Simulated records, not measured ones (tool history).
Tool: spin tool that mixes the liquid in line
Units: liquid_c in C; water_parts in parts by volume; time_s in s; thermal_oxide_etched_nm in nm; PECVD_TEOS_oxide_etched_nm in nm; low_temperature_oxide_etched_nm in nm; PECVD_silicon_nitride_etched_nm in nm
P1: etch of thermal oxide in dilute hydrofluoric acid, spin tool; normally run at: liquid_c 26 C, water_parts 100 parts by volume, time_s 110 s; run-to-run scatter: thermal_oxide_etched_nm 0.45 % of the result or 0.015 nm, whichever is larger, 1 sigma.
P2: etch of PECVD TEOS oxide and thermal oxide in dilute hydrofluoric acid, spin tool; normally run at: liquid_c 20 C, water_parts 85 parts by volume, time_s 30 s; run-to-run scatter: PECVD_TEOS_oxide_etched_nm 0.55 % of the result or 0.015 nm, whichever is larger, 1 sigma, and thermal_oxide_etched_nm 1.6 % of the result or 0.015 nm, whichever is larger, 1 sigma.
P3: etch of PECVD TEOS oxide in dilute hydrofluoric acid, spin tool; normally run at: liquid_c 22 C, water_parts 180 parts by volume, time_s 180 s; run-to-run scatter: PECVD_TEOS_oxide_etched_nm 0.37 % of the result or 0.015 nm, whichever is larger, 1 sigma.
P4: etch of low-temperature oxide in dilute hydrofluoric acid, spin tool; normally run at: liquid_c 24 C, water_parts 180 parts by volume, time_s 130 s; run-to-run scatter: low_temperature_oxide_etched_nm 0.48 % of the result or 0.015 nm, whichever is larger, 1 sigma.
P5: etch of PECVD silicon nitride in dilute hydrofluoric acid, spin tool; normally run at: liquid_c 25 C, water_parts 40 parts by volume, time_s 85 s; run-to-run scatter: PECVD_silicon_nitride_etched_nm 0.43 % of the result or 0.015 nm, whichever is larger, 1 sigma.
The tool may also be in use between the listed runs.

run	day	process	liquid_c	water_parts	time_s	hours since the thermometer was replaced	hours since the hydrofluoric acid flow meter was replaced	thermal_oxide_etched_nm	PECVD_TEOS_oxide_etched_nm	low_temperature_oxide_etched_nm	PECVD_silicon_nitride_etched_nm
1	0.3	P1	26	100	110	335.2	745.1	5.6347			
2	0.683	P1	26	100	40	344.4	754.3	2.0802			
3	1.125	P1	26	100	110	355	764.9	5.678			
4	1.421	P2	20	85	15	362.1	772	0.7021	2.4161		
5	1.683	P4	24	180	130	368.4	778.3			22.212	
6	1.967	P1	31	100	110	375.2	785.1	6.8422			
7	2.358	P3	22	270	180	384.6	794.5		14.983		
8	2.6	P4	24	180	190	390.4	800.3			32.245	
9	2.921	P2	17	85	30	398.1	808	1.2201	4.2429		
10	3.35	P1	26	170	110	408.4	818.3	3.0216			
# day 3.617: thermometer replaced
11	3.704	P4	30	180	130	2.2	826.8			27.564	
12	4.2	P2	20	85	30	14.1	838.7	1.4423	4.8702		
13	4.704	P4	24	180	130	26.2	850.8			22.111	
14	5.196	P1	26	100	110	38	862.6	5.6488			
15	5.708	P1	17.5	100	110	50.3	874.9	3.9933			
16	6.183	P5	25	40	135	61.7	886.3				20.275
# day 6.467: hydrofluoric acid flow meter replaced
17	6.596	P1	26	100	110	71.6	3.1	5.6446			
18	6.9	P3	22	180	180	78.9	10.4		24.368		
19	7.425	P1	33	50	110	91.5	23	15.818			
20	7.796	P2	20	85	30	100.4	31.9	1.4032	4.782		
21	8.062	P1	26	45	110	106.8	38.3	13.524			
22	8.333	P3	22	180	355	113.3	44.8		48.245		
23	8.808	P5	25	40	85	124.7	56.2				12.763
24	9.058	P3	26.5	180	180	130.7	62.2		29.084		
25	9.525	P1	26	100	110	141.9	73.4	5.6692			
26	9.804	P4	24	330	130	148.6	80.1			10.506	
27	10.233	P1	26	100	175	158.9	90.4	9.0454			
28	10.479	P5	32	40	85	164.8	96.3				20.624

Forecast run 29:
29	10.712	P2	20	50	30	170.4	101.9	?	?		

thermal_oxide_etched_nm: 2.5288 nm
PECVD_TEOS_oxide_etched_nm: 8.5317 nm
